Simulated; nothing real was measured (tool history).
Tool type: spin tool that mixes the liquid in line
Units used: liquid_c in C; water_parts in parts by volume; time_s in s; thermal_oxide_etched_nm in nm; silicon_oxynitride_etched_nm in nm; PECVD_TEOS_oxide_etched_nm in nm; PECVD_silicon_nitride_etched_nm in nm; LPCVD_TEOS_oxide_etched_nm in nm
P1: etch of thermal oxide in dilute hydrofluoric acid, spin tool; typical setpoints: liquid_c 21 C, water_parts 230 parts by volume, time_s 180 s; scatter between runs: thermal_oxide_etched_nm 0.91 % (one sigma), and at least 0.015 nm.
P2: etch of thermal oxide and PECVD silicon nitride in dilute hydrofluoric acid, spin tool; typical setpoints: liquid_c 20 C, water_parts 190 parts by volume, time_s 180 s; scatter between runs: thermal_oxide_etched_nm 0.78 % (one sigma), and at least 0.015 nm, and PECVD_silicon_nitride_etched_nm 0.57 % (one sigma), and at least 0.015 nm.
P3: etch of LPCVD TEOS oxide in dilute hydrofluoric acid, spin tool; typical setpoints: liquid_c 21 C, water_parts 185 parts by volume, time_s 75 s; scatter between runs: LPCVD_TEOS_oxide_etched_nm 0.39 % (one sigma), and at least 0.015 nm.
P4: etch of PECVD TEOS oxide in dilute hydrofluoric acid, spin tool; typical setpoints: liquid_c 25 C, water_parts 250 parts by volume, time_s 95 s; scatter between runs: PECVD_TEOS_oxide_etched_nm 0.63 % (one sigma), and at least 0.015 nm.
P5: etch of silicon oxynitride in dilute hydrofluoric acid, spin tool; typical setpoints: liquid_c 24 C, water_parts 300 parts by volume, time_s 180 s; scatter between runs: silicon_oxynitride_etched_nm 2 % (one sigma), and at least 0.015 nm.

run	hour	process	liquid_c	water_parts	time_s	hours since the thermometer was replaced	hours since the hydrofluoric acid flow meter was replaced	thermal_oxide_etched_nm	silicon_oxynitride_etched_nm	PECVD_TEOS_oxide_etched_nm	PECVD_silicon_nitride_etched_nm	LPCVD_TEOS_oxide_etched_nm
1	8	P1	21	230	180	1198.7	283.4	2.7631				
2	14.2	P5	24	300	180	1204.9	289.6		1.3173			
3	24.1	P1	21	315	180	1214.8	299.5	1.8623				
4	31.5	P5	20	300	180	1222.2	306.9		1.089			
5	41	P4	31.5	250	95	1231.7	316.4			5.0635		
6	48.7	P2	20	190	180	1239.4	324.1	3.4013			4.1578	
7	58.2	P1	21	230	180	1248.9	333.6	2.7683				
8	68	P4	25	250	45	1258.7	343.4			1.9245		
9	73.9	P3	21	60	75	1264.6	349.3					31.721
10	83.6	P1	25	230	180	1274.3	359	3.1381				
11	91.4	P2	20	190	355	1282.1	366.8	6.8065			8.2761	
12	96.5	P1	21	230	90	1287.2	371.9	1.3728				
13	102	P3	21	185	130	1292.7	377.4					15.416
14	107.9	P1	21	230	180	1298.6	383.3	2.6863				
15	118	P5	24	300	275	1308.7	393.4		2.0423			
16	126.2	P5	24	300	180	1316.9	401.6		1.3022			
17	136.1	P1	26	50	180	1326.8	411.5	18.826				
18	146.2	P1	25	325	180	1336.9	421.6	2.0269				
19	155.3	P2	26.5	190	180	1346	430.7	4.3293			6.32	
20	162	P1	27.5	230	275	1352.7	437.4	5.3327				
21	172.3	P1	21	135	180	1363	447.7	5.1769				
22	179.5	P3	28.5	185	75	1370.2	454.9					11.728
23	187.5	P1	17	230	180	1378.2	462.9	2.3426				
24	192.3	P2	20	60	180	1383	467.7	12.345			12.844	
25	201.2	P5	24	425	180	1391.9	476.6		0.84684			
26	205.9	P1	21	230	320	1396.6	481.3	4.8027				
27	215.2	P1	21	230	180	1405.9	490.6	2.7912				
28	220.2	P3	21	185	75	1410.9	495.6					8.8496
29	225.4	P2	20	190	180	1416.1	500.8	3.4321			4.1662	
30	231.3	P4	25	370	95	1422	506.7			2.4238		
31	241	P4	25	250	95	1431.7	516.4			4.1089		
32	250.6	P1	21	230	180	1441.3	526	2.696				
33	259.4	P1	21	230	180	1450.1	534.8	2.8093				
34	268.9	P1	21	230	180	1459.6	544.3	2.9255				
35	278.5	P1	21	230	180	1469.2	553.9	2.9496				
36	285.6	P1	21	230	180	1476.3	561	3.0174				
37	293.3	P1	21	230	180	1484	568.7	2.9815				

What will run 38 give?
38	300.7	P1	21	230	180	1491.4	576.1	?				

{"run 38": {"thermal_oxide_etched_nm": 2.9056}}

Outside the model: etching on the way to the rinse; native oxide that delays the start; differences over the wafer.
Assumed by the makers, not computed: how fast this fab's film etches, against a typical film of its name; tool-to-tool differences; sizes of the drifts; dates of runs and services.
